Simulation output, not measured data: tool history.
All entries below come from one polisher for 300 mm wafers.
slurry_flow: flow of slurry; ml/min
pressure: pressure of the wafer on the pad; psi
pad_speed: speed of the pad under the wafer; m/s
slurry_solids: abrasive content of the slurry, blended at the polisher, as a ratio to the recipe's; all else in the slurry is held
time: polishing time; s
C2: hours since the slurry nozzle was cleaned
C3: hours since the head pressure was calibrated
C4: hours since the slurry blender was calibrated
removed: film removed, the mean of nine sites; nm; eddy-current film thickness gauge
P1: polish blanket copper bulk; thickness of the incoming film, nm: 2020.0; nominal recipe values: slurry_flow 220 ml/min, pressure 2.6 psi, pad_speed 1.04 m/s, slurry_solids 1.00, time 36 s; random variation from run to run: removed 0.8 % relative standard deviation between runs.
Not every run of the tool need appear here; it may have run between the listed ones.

run 1 hour=11.5 | slurry_flow=220 pressure=2.6 pad_speed=1.04 slurry_solids=1.00 time=36 | wafers_polished_on_this_pad=664 C2=122.2 C3=857.1 C4=227.5 | removed=332.88
run 2 hour=28.5 | slurry_flow=155 pressure=2.6 pad_speed=1.04 slurry_solids=1.00 time=36 | wafers_polished_on_this_pad=824 C2=139.2 C3=874.1 C4=244.5 | removed=313.18
-- hour=35.5 slurry nozzle cleaned
run 3 hour=39.1 | slurry_flow=220 pressure=2.6 pad_speed=1.50 slurry_solids=1.00 time=36 | wafers_polished_on_this_pad=923 C2=3.6 C3=884.7 C4=255.1 | removed=480.48
run 4 hour=52.3 | slurry_flow=320 pressure=2.6 pad_speed=1.04 slurry_solids=1.00 time=36 | wafers_polished_on_this_pad=1048 C2=16.8 C3=897.9 C4=268.3 | removed=345.41
run 5 hour=61.6 | slurry_flow=220 pressure=3.9 pad_speed=1.04 slurry_solids=1.00 time=36 | wafers_polished_on_this_pad=1135 C2=26.1 C3=907.2 C4=277.6 | removed=493.80
run 6 hour=70.9 | slurry_flow=220 pressure=2.6 pad_speed=1.04 slurry_solids=1.00 time=36 | wafers_polished_on_this_pad=1222 C2=35.4 C3=916.5 C4=286.9 | removed=333.46
run 7 hour=89.8 | slurry_flow=220 pressure=2.6 pad_speed=1.44 slurry_solids=1.00 time=23 | wafers_polished_on_this_pad=1400 C2=54.3 C3=935.4 C4=305.8 | removed=294.33
run 8 hour=101.1 | slurry_flow=220 pressure=2.6 pad_speed=0.52 slurry_solids=1.00 time=36 | wafers_polished_on_this_pad=1506 C2=65.6 C3=946.7 C4=317.1 | removed=165.45
run 9 hour=114.3 | slurry_flow=220 pressure=2.6 pad_speed=1.04 slurry_solids=1.00 time=36 | wafers_polished_on_this_pad=1631 C2=78.8 C3=959.9 C4=330.3 | removed=331.76
run 10 hour=126.5 | slurry_flow=220 pressure=2.6 pad_speed=1.04 slurry_solids=1.00 time=16 | wafers_polished_on_this_pad=1745 C2=91.0 C3=972.1 C4=342.5 | removed=147.43
run 11 hour=145.0 | slurry_flow=220 pressure=2.6 pad_speed=1.04 slurry_solids=1.30 time=36 | wafers_polished_on_this_pad=1919 C2=109.5 C3=990.6 C4=361.0 | removed=349.92
run 12 hour=157.1 | slurry_flow=220 pressure=2.6 pad_speed=1.04 slurry_solids=1.00 time=36 | wafers_polished_on_this_pad=2033 C2=121.6 C3=1002.7 C4=373.1 | removed=334.57
run 13 hour=171.0 | slurry_flow=315 pressure=2.6 pad_speed=1.04 slurry_solids=0.65 time=36 | wafers_polished_on_this_pad=2164 C2=135.5 C3=1016.6 C4=387.0 | removed=316.01
run 14 hour=184.8 | slurry_flow=220 pressure=2.6 pad_speed=1.04 slurry_solids=0.70 time=36 | wafers_polished_on_this_pad=2294 C2=149.3 C3=1030.4 C4=400.8 | removed=310.71
run 15 hour=195.4 | slurry_flow=220 pressure=2.6 pad_speed=1.04 slurry_solids=1.00 time=47 | wafers_polished_on_this_pad=2393 C2=159.9 C3=1041.0 C4=411.4 | removed=433.60
run 16 hour=203.8 | slurry_flow=220 pressure=2.6 pad_speed=1.04 slurry_solids=1.00 time=36 | wafers_polished_on_this_pad=2472 C2=168.3 C3=1049.4 C4=419.8 | removed=333.65
run 17 hour=212.8 | slurry_flow=220 pressure=1.4 pad_speed=1.04 slurry_solids=1.00 time=36 | wafers_polished_on_this_pad=2557 C2=177.3 C3=1058.4 C4=428.8 | removed=177.28
run 18 hour=227.5 | slurry_flow=220 pressure=2.6 pad_speed=1.04 slurry_solids=1.00 time=36 | wafers_polished_on_this_pad=2695 C2=192.0 C3=1073.1 C4=443.5 | removed=332.50
run 19 hour=241.6 | slurry_flow=220 pressure=2.6 pad_speed=1.04 slurry_solids=1.00 time=36 | wafers_polished_on_this_pad=2828 C2=206.1 C3=1087.2 C4=457.6 | removed=324.30
run 20 hour=259.3 | slurry_flow=220 pressure=2.6 pad_speed=1.04 slurry_solids=1.00 time=36 | wafers_polished_on_this_pad=2994 C2=223.8 C3=1104.9 C4=475.3 | removed=318.04
run 21 hour=274.2 | slurry_flow=220 pressure=2.6 pad_speed=1.04 slurry_solids=1.00 time=36 | wafers_polished_on_this_pad=3134 C2=238.7 C3=1119.8 C4=490.2 | removed=318.66
-- hour=289.9 slurry blender recalibrated
run 22 hour=293.6 | slurry_flow=220 pressure=2.6 pad_speed=1.04 slurry_solids=1.00 time=36 | wafers_polished_on_this_pad=3317 C2=258.1 C3=1139.2 C4=3.8 | removed=314.21
-- hour=308.3 worn pad replaced by a new one
run 23 hour=309.1 | slurry_flow=220 pressure=2.6 pad_speed=1.04 slurry_solids=1.00 time=36 | wafers_polished_on_this_pad=7 C2=273.6 C3=1154.7 C4=19.3 | removed=310.04
run 24 hour=325.3 | slurry_flow=220 pressure=2.6 pad_speed=1.04 slurry_solids=1.00 time=36 | wafers_polished_on_this_pad=159 C2=289.8 C3=1170.9 C4=35.5 | removed=305.31
run 25 hour=339.7 | slurry_flow=220 pressure=2.6 pad_speed=1.04 slurry_solids=1.00 time=36 | wafers_polished_on_this_pad=295 C2=304.2 C3=1185.3 C4=49.9 | removed=310.28
run 26 hour=357.4 | slurry_flow=220 pressure=2.6 pad_speed=1.04 slurry_solids=1.00 time=36 | wafers_polished_on_this_pad=461 C2=321.9 C3=1203.0 C4=67.6 | removed=309.25

P1 has crept away from where it was. The log is fitted equally well by each of these 2 causes, at the sizes shown:
A: slurry flow missing at the pad, % = 38.6
B: head's pressure below its setpoint, % = 7.26
The creep began at about hour 227.5.
Ruled out, with reasons:
removal rate lost through wear of the pad, %: work on it at hour 308.3, done after the drift set in, did not restore what the process gave before
abrasive missing from the slurry, %: work on it at hour 289.9, done after the drift set in, did not restore what the process gave before

4 check runs are offered, each on 5 wafers whose results are averaged, their results left as question marks. Which one tells the causes apart?
run check 1 hour=375.1 | slurry_flow=220 pressure=2.6 pad_speed=0.72 slurry_solids=1.00 time=36 | removed=?
run check 2 hour=375.1 | slurry_flow=220 pressure=3.2 pad_speed=1.04 slurry_solids=1.00 time=36 | removed=?
run check 3 hour=375.1 | slurry_flow=220 pressure=2.6 pad_speed=1.32 slurry_solids=0.75 time=36 | removed=?
run check 4 hour=375.1 | slurry_flow=160 pressure=2.6 pad_speed=1.04 slurry_solids=1.30 time=36 | removed=?

Outcome of each check run for each possible cause:
check=check_1 result=removed if_A=214.13 if_B=214.14
check=check_2 result=removed if_A=380.68 if_B=380.70
check=check_3 result=removed if_A=369.50 if_B=369.52
check=check_4 result=removed if_A=305.07 if_B=312.99
Distance between the nearest two causes, measured in the result of the check that separates them most: check 1 0 %; check 2 0 %; check 3 0 %; check 4 2.56 %
The other checks would show nearly matching results whichever cause is true, so check 4 is the only one that separates the causes.

Running check 4 produced the following: removed 304.85 nm. Which one of the listed causes fits?

The correct cause is A, namely: slurry flow missing at the pad, %.
